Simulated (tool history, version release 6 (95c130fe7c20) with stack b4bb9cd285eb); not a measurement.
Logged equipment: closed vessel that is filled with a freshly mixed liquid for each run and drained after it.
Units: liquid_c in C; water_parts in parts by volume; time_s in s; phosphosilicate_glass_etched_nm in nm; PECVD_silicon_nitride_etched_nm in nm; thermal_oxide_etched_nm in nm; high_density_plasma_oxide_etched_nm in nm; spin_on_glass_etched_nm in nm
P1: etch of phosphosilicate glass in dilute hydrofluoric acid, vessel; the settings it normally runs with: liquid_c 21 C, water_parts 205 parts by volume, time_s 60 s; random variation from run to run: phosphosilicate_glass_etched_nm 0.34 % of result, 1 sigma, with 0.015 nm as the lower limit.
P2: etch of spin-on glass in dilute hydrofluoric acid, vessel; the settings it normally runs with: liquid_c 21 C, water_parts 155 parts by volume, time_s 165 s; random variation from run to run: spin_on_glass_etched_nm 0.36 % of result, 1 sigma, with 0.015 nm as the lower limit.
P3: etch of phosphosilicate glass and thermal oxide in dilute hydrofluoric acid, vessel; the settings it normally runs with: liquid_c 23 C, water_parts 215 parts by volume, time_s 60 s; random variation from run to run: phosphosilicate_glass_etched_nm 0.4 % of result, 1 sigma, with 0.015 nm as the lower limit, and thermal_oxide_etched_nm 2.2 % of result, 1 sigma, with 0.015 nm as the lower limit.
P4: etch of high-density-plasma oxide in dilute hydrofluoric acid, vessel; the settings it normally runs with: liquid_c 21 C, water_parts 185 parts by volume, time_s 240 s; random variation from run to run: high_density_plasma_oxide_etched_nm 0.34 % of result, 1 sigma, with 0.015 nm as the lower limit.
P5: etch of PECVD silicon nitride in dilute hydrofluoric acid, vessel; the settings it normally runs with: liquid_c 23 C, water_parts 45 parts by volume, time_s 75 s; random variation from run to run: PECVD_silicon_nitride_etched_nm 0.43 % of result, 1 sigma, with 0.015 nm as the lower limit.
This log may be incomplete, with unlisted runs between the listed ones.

run   hour  process  liquid_c  water_parts  time_s  hours since the thermometer was replaced  hours since the hydrofluoric acid flow meter was replaced  phosphosilicate_glass_etched_nm  PECVD_silicon_nitride_etched_nm  thermal_oxide_etched_nm  high_density_plasma_oxide_etched_nm  spin_on_glass_etched_nm
  1      7       P1        21          205      60                                     742.9                                                        919                           46.496
  2   18.3       P1        27          205      60                                     754.2                                                      930.3                            57.78
  3   28.6       P5        23           20      75                                     764.5                                                      940.6                                                            19.205
  4   38.2       P3        23          325      60                                     774.1                                                      950.2                           27.278                                                   0.65487
  5   52.9       P1        21          315      95                                     788.8                                                      964.9                           42.912
  6     62       P4        21          185     360                                     797.9                                                        974                                                                                                                           11.67
  7   74.8       P2        21          220     165                                     810.7                                                      986.8                                                                                                                                                   18.769
  8   86.9       P1        21          205      60                                     822.8                                                      998.9                           46.143
  9   95.7       P1        21          205      60                                     831.6                                                     1007.7                           46.529
 10  106.3       P5        23           45      75                                     842.2                                                     1018.3                                                            8.7801
 11  114.3       P1        21          285      60                                     850.2                                                     1026.3                           30.807
 12  126.8       P1        21          205      30                                     862.7                                                     1038.8                           23.159
 13  138.2       P1        21          205     105                                     874.1                                                     1050.2                           81.309
 14  153.2       P3        23          215      60                                     889.1                                                     1065.2                            45.74                                                    1.0991
 15  165.4       P1        17          300      60                                     901.3                                                     1077.4                           24.862
 16  178.4       P3        23          215      60                                     914.3                                                     1090.4                           46.035                                                    1.1205
 17  186.6       P4        21          255     240                                     922.5                                                     1098.6                                                                                                                          5.2514
 18  195.6       P1        21          125      60                                     931.5                                                     1107.6                           82.975
 19  205.1       P2        21          155     165                                       941                                                     1117.1                                                                                                                                                   28.311
 20  213.1       P2      26.5          155     165                                       949                                                     1125.1                                                                                                                                                   34.896
 21  227.9       P2        21          155     165                                     963.8                                                     1139.9                                                                                                                                                   28.398
 22  240.1       P4        25          185     240                                       976                                                     1152.1                                                                                                                           9.012
 23  251.2       P1        17          205      60                                     987.1                                                     1163.2                           39.686
 24  264.5       P5        17           45      75                                    1000.4                                                     1176.5                                                            5.7644
 25  276.8       P4        21          185     240                                    1012.7                                                     1188.8                                                                                                                          7.8195
 26    284       P1        21          205      60                                    1019.9                                                       1196                           46.385
 27    294       P4        21          185     240                                    1029.9                                                       1206                                                                                                                          7.7687
 28  301.7       P2        21          155     265                                    1037.6                                                     1213.7                                                                                                                                                   45.308
 29  313.4       P5        23           45      30                                    1049.3                                                     1225.4                                                            3.5329
 30  325.6       P1        21          205      60                                    1061.5                                                     1237.6                           46.562
 31  336.6       P3        23          215      30                                    1072.5                                                     1248.6                           22.936                                                   0.58144
 32  346.2       P5        23           45      75                                    1082.1                                                     1258.2                                                            8.7925
 33  352.9       P3        30          215      60                                    1088.8                                                     1264.9                           58.379                                                     1.466
 34  367.9       P1        21          205      60                                    1103.8                                                     1279.9                           46.536
 35  381.3       P1        21          205      60                                    1117.2                                                     1293.3                           44.431
 36  388.5       P1        21          205      60                                    1124.4                                                     1300.5                           43.569
 37  400.3       P1        21          205      60                                    1136.2                                                     1312.3                           43.246
 38  413.9       P1        21          205      60                                    1149.8                                                     1325.9                           42.832
 39  422.5       P1        21          205      60                                    1158.4                                                     1334.5                            42.76
 40  430.1       P1        21          205      60                                      1166                                                     1342.1                           42.653

Something has made what P1 gives creep away from where it was; the 2 causes below, each at its own stated size, fit the log equally well:
A: liquid colder than its thermometer reads (K) = 2.12
B: hydrofluoric acid flow below the setpoint (%) = 6.51
At approximately hour 367.9, the process output began to creep.

Below are 4 check runs, each on a single wafer, with their results shown as question marks. Which of them would tell the listed causes apart, meaning the causes would give clearly different results under it?
check 1  437.7       P5        23           45      75                                                                                                                                                                      ?
check 2  437.7       P2        21          155     165                                                                                                                                                                                                                                                             ?
check 3  437.7       P4        21          185     240                                                                                                                                                                                                                                    ?
check 4  437.7       P3        23          215      60                                                                                                                                     ?                                                         ?

If the cause were each of the candidates in turn, the checks would give the following:
  check                               result    if A    if B
check 1      PECVD_silicon_nitride_etched_nm  7.6188  8.2525
check 2              spin_on_glass_etched_nm  26.025  26.169
check 3  high_density_plasma_oxide_etched_nm  7.1574  7.1737
check 4      phosphosilicate_glass_etched_nm  42.311  42.174
check 4              thermal_oxide_etched_nm  1.0244   1.021
Gap, in per cent, between the two causes that each check separates least, read from the result that separates them most: check 1 7.99 %; check 2 0.55 %; check 3 0.23 %; check 4 0.33 %
Only check 1 tells the causes apart: in the others they would give nearly the same result.

Check 1 was then run and gave: PECVD_silicon_nitride_etched_nm 7.6051 nm. Which cause is it?

Of the candidate causes, it is A: liquid colder than its thermometer reads (K).
